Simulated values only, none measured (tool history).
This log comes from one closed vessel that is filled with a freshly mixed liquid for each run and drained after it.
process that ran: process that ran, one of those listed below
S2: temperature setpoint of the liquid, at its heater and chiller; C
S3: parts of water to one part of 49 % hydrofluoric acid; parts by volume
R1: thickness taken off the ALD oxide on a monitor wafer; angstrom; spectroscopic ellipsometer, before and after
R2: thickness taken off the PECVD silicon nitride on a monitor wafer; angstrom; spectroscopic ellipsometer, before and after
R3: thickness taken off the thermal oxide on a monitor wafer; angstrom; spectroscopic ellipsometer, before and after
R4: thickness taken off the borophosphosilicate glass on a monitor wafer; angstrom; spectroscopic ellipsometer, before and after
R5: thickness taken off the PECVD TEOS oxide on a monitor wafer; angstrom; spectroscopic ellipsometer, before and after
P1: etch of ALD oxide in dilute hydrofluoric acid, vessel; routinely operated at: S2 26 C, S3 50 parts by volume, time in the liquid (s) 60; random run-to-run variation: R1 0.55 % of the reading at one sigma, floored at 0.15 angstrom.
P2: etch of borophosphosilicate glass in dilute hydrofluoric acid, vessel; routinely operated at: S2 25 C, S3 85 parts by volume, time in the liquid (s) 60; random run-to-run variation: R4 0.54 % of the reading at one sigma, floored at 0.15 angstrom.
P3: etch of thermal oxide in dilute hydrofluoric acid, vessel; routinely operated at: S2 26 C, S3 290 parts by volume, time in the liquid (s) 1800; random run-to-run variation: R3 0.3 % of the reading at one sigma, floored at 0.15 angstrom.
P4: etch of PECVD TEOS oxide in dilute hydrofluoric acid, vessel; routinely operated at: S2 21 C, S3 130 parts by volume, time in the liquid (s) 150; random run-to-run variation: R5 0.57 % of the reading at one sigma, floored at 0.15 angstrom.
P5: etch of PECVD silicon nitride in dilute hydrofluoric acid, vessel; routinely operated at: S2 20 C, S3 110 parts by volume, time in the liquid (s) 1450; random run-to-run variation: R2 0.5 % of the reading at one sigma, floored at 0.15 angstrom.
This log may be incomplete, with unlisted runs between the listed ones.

run 1 hour=12.2 | process_that_ran=P1 S2=26 S3=50 time_in_the_liquid_(s)=60 | R1=242.95
run 2 hour=20.1 | process_that_ran=P5 S2=20 S3=110 time_in_the_liquid_(s)=1450 | R2=258.07
run 3 hour=29 | process_that_ran=P1 S2=26 S3=50 time_in_the_liquid_(s)=60 | R1=242.34
run 4 hour=39.6 | process_that_ran=P3 S2=26 S3=290 time_in_the_liquid_(s)=1800 | R3=260.02
run 5 hour=50.7 | process_that_ran=P1 S2=26 S3=70 time_in_the_liquid_(s)=60 | R1=167.7
run 6 hour=61.2 | process_that_ran=P3 S2=26 S3=290 time_in_the_liquid_(s)=1800 | R3=259.37
run 7 hour=72.9 | process_that_ran=P1 S2=26 S3=50 time_in_the_liquid_(s)=60 | R1=243.88
run 8 hour=82.4 | process_that_ran=P2 S2=25 S3=85 time_in_the_liquid_(s)=60 | R4=340.7
run 9 hour=96.2 | process_that_ran=P2 S2=25 S3=85 time_in_the_liquid_(s)=30 | R4=169.55
run 10 hour=107.4 | process_that_ran=P1 S2=26 S3=50 time_in_the_liquid_(s)=60 | R1=242.18
run 11 hour=116.4 | process_that_ran=P1 S2=26 S3=50 time_in_the_liquid_(s)=60 | R1=243.35
run 12 hour=127.9 | process_that_ran=P1 S2=20.5 S3=50 time_in_the_liquid_(s)=60 | R1=194.5
run 13 hour=135.2 | process_that_ran=P2 S2=32 S3=85 time_in_the_liquid_(s)=60 | R4=444.28
run 14 hour=146.2 | process_that_ran=P1 S2=26 S3=50 time_in_the_liquid_(s)=95 | R1=386.9
run 15 hour=154.7 | process_that_ran=P1 S2=33.5 S3=50 time_in_the_liquid_(s)=60 | R1=328.85
run 16 hour=164 | process_that_ran=P4 S2=21 S3=25 time_in_the_liquid_(s)=150 | R5=1667.2
run 17 hour=177.3 | process_that_ran=P4 S2=21 S3=130 time_in_the_liquid_(s)=295 | R5=560.12
run 18 hour=190.8 | process_that_ran=P1 S2=26 S3=20 time_in_the_liquid_(s)=30 | R1=313.99
run 19 hour=200.3 | process_that_ran=P5 S2=20 S3=110 time_in_the_liquid_(s)=185 | R2=32.659
run 20 hour=210.7 | process_that_ran=P3 S2=22 S3=290 time_in_the_liquid_(s)=1800 | R3=226.02
run 21 hour=220.6 | process_that_ran=P1 S2=33.5 S3=50 time_in_the_liquid_(s)=95 | R1=517.95
run 22 hour=233 | process_that_ran=P4 S2=21 S3=130 time_in_the_liquid_(s)=150 | R5=283.79
run 23 hour=239.6 | process_that_ran=P1 S2=26 S3=20 time_in_the_liquid_(s)=60 | R1=644.08
run 24 hour=250.9 | process_that_ran=P1 S2=26 S3=50 time_in_the_liquid_(s)=30 | R1=121.75
run 25 hour=260.8 | process_that_ran=P1 S2=26 S3=50 time_in_the_liquid_(s)=60 | R1=244.3
run 26 hour=270.6 | process_that_ran=P2 S2=25 S3=85 time_in_the_liquid_(s)=60 | R4=341.62
run 27 hour=280 | process_that_ran=P2 S2=25 S3=150 time_in_the_liquid_(s)=60 | R4=177.61
run 28 hour=291.7 | process_that_ran=P5 S2=20 S3=45 time_in_the_liquid_(s)=1450 | R2=617.3
run 29 hour=301.5 | process_that_ran=P5 S2=28 S3=110 time_in_the_liquid_(s)=1450 | R2=435.58
run 30 hour=316 | process_that_ran=P3 S2=26 S3=60 time_in_the_liquid_(s)=1800 | R3=1643.8
run 31 hour=323.6 | process_that_ran=P3 S2=26 S3=290 time_in_the_liquid_(s)=65 | R3=9.1487
run 32 hour=330.2 | process_that_ran=P4 S2=26.5 S3=130 time_in_the_liquid_(s)=150 | R5=352.54

For run 33, what comes out?
run 33 hour=340.9 | process_that_ran=P1 S2=26 S3=50 time_in_the_liquid_(s)=60 | R1=?

{"run 33": {"R1": 242.2}}
